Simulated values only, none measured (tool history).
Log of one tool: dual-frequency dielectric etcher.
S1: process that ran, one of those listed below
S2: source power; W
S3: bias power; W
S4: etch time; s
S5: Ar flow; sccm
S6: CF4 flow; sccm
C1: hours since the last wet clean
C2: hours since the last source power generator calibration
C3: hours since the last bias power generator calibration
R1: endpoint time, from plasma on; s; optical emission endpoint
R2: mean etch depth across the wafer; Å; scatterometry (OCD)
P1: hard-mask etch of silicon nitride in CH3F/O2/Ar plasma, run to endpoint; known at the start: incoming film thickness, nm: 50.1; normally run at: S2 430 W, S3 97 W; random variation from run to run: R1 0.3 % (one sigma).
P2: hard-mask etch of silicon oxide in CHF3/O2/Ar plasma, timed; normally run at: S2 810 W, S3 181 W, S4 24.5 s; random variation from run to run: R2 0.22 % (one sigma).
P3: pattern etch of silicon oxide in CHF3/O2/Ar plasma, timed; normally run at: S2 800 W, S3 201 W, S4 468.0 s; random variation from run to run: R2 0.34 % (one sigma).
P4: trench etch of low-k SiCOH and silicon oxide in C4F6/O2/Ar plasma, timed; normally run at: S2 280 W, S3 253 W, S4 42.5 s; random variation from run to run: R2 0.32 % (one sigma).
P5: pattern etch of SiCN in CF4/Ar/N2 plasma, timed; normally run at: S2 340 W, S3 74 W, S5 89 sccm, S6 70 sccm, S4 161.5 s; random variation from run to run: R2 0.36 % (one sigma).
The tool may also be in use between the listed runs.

Run 1, hour 10.0: S1 P1, S2 430 W, S3 97 W; C1 76.8; C2 1803.5; C3 2719.8. Result: R1 61.807 s.
Run 2, hour 17.4: S1 P3, S2 800 W, S3 201 W, S4 257.5 s; C1 84.2; C2 1810.9; C3 2727.2. Result: R2 5889.70 Å.
Run 3, hour 22.6: S1 P1, S2 430 W, S3 97 W; C1 89.4; C2 1816.1; C3 2732.4. Result: R1 61.827 s.
Run 4, hour 33.7: S1 P5, S2 340 W, S3 74 W, S4 161.5 s, S5 116 sccm, S6 70 sccm; C1 100.5; C2 1827.2; C3 2743.5. Result: R2 1081.60 Å.
Run 5, hour 45.0: S1 P2, S2 810 W, S3 148 W, S4 24.5 s; C1 111.8; C2 1838.5; C3 2754.8. Result: R2 509.99 Å.
Run 6, hour 54.9: S1 P2, S2 810 W, S3 181 W, S4 24.5 s; C1 121.7; C2 1848.4; C3 2764.7. Result: R2 543.51 Å.
Run 7, hour 61.6: S1 P1, S2 280 W, S3 81 W; C1 128.4; C2 1855.1; C3 2771.4. Result: R1 77.797 s.
Run 8, hour 67.3: S1 P1, S2 430 W, S3 97 W; C1 134.1; C2 1860.8; C3 2777.1. Result: R1 62.248 s.
Run 9, hour 76.2: S1 P1, S2 580 W, S3 97 W; C1 143.0; C2 1869.7; C3 2786.0. Result: R1 55.524 s.
Run 10, hour 82.5: S1 P4, S2 280 W, S3 253 W, S4 42.5 s; C1 149.3; C2 1876.0; C3 2792.3. Result: R2 1323.30 Å.
Run 11, hour 92.5: S1 P4, S2 280 W, S3 171 W, S4 42.5 s; C1 159.3; C2 1886.0; C3 2802.3. Result: R2 1153.80 Å.
Run 12, hour 103.0: S1 P3, S2 1030 W, S3 201 W, S4 468.0 s; C1 169.8; C2 1896.5; C3 2812.8. Result: R2 11764.00 Å.
Run 13, hour 111.1: S1 P3, S2 800 W, S3 201 W, S4 468.0 s; C1 177.9; C2 1904.6; C3 2820.9. Result: R2 10701.00 Å.
Run 14, hour 117.6: S1 P3, S2 800 W, S3 262 W, S4 468.0 s; C1 184.4; C2 1911.1; C3 2827.4. Result: R2 11783.00 Å.
Run 15, hour 128.8: S1 P2, S2 480 W, S3 181 W, S4 24.5 s; C1 195.6; C2 1922.3; C3 2838.6. Result: R2 444.80 Å.
Run 16, hour 139.5: S1 P1, S2 430 W, S3 75 W; C1 206.3; C2 1933.0; C3 2849.3. Result: R1 67.818 s.
Run 17, hour 149.6: S1 P4, S2 280 W, S3 253 W, S4 63.5 s; C1 216.4; C2 1943.1; C3 2859.4. Result: R2 1960.90 Å.
Run 18, hour 157.7: S1 P5, S2 340 W, S3 102 W, S4 161.5 s, S5 89 sccm, S6 70 sccm; C1 224.5; C2 1951.2; C3 2867.5. Result: R2 1257.70 Å.
Run 19, hour 167.0: S1 P1, S2 430 W, S3 136 W; C1 233.8; C2 1960.5; C3 2876.8. Result: R1 54.669 s.
Run 20, hour 176.5: S1 P4, S2 190 W, S3 253 W, S4 42.5 s; C1 243.3; C2 1970.0; C3 2886.3. Result: R2 1141.20 Å.
Run 21, hour 183.1: S1 P5, S2 340 W, S3 74 W, S4 161.5 s, S5 89 sccm, S6 86 sccm; C1 249.9; C2 1976.6; C3 2892.9. Result: R2 1155.10 Å.
Run 22, hour 192.4: S1 P2, S2 810 W, S3 181 W, S4 35.0 s; C1 259.2; C2 1985.9; C3 2902.2. Result: R2 780.47 Å.
Run 23, hour 201.4: S1 P5, S2 340 W, S3 74 W, S4 161.5 s, S5 89 sccm, S6 70 sccm; C1 268.2; C2 1994.9; C3 2911.2. Result: R2 1123.60 Å.
Run 24, hour 208.8: S1 P5, S2 340 W, S3 74 W, S4 105.0 s, S5 89 sccm, S6 70 sccm; C1 275.6; C2 2002.3; C3 2918.6. Result: R2 734.99 Å.
Run 25, hour 216.4: S1 P2, S2 810 W, S3 181 W, S4 24.5 s; C1 283.2; C2 2009.9; C3 2926.2. Result: R2 545.11 Å.
Run 26, hour 226.9: S1 P1, S2 290 W, S3 97 W; C1 293.7; C2 2020.4; C3 2936.7. Result: R1 72.142 s.
Run 27, hour 235.9: S1 P1, S2 580 W, S3 59 W; C1 302.7; C2 2029.4; C3 2945.7. Result: R1 65.775 s.
Run 28, hour 244.2: S1 P1, S2 430 W, S3 97 W; C1 311.0; C2 2037.7; C3 2954.0. Result: R1 62.406 s.
Run 29, hour 253.5: S1 P5, S2 430 W, S3 74 W, S4 161.5 s, S5 89 sccm, S6 70 sccm; C1 320.3; C2 2047.0; C3 2963.3. Result: R2 1379.30 Å.
Run 30, hour 262.9: S1 P5, S2 340 W, S3 74 W, S4 161.5 s, S5 89 sccm, S6 70 sccm; C1 329.7; C2 2056.4; C3 2972.7. Result: R2 1126.80 Å.
Run 31, hour 269.6: S1 P1, S2 430 W, S3 97 W; C1 336.4; C2 2063.1; C3 2979.4. Result: R1 61.692 s.
Run 32, hour 279.5: S1 P1, S2 430 W, S3 97 W; C1 346.3; C2 2073.0; C3 2989.3. Result: R1 61.191 s.
Run 33, hour 285.8: S1 P1, S2 430 W, S3 97 W; C1 352.6; C2 2079.3; C3 2995.6. Result: R1 61.324 s.
Run 34, hour 291.4: S1 P1, S2 430 W, S3 97 W; C1 358.2; C2 2084.9; C3 3001.2. Result: R1 61.551 s.
Run 35, hour 302.6: S1 P1, S2 430 W, S3 97 W; C1 369.4; C2 2096.1; C3 3012.4. Result: R1 61.471 s.
Run 36, hour 311.5: S1 P1, S2 430 W, S3 97 W; C1 378.3; C2 2105.0; C3 3021.3. Result: R1 61.332 s.
Run 37, hour 320.1: S1 P1, S2 430 W, S3 97 W; C1 386.9; C2 2113.6; C3 3029.9. Result: R1 61.172 s.
At hour 323.8: wet clean of the chamber.
Run 38, hour 325.1: S1 P1, S2 430 W, S3 97 W; C1 1.3; C2 2118.6; C3 3034.9. Result: R1 61.174 s.
Run 39, hour 336.2: S1 P1, S2 430 W, S3 97 W; C1 12.4; C2 2129.7; C3 3046.0. Result: R1 61.033 s.
Run 40, hour 343.7: S1 P1, S2 430 W, S3 97 W; C1 19.9; C2 2137.2; C3 3053.5. Result: R1 61.126 s.

What P1 gives has crept away from where it was. These 2 causes fit the log equally well, each at the size given:
A: source power that arrives over what is set, % = 4.13
B: bias power that arrives over what is set, % = 4.24
The creep began at about hour 269.6.
Why every other cause is out:
chamber walls in a state that raises the etch rate, %: serviced at hour 323.8, which brought nothing back

4 check runs are offered, each on 2 wafers whose results are averaged, their results left as question marks. Which one tells the causes apart?
Run check 1, hour 351.2: S1 P5, S2 340 W, S3 74 W, S4 161.5 s, S5 108 sccm, S6 70 sccm. Result: R2 ?.
Run check 2, hour 351.2: S1 P2, S2 570 W, S3 181 W, S4 32.0 s. Result: R2 ?.
Run check 3, hour 351.2: S1 P3, S2 800 W, S3 258 W, S4 468.0 s. Result: R2 ?.
Run check 4, hour 351.2: S1 P4, S2 200 W, S3 253 W, S4 63.0 s. Result: R2 ?.

What each check would give under each cause:
  check  result      if A      if B
check 1      R2   1131.30   1108.50
check 2      R2    631.01    630.14
check 3      R2  11861.00  11855.00
check 4      R2   1747.80   1746.90
How far apart the two closest causes lie, in the result that separates them most: check 1 2.04 %; check 2 0.14 %; check 3 0.05 %; check 4 0.05 %
Check 1 tells the causes apart: in the others they would give nearly the same result.

Check 1 was then run and gave: R2 1107.80 Å. Which cause is it?

It is B: bias power that arrives over what is set, %.
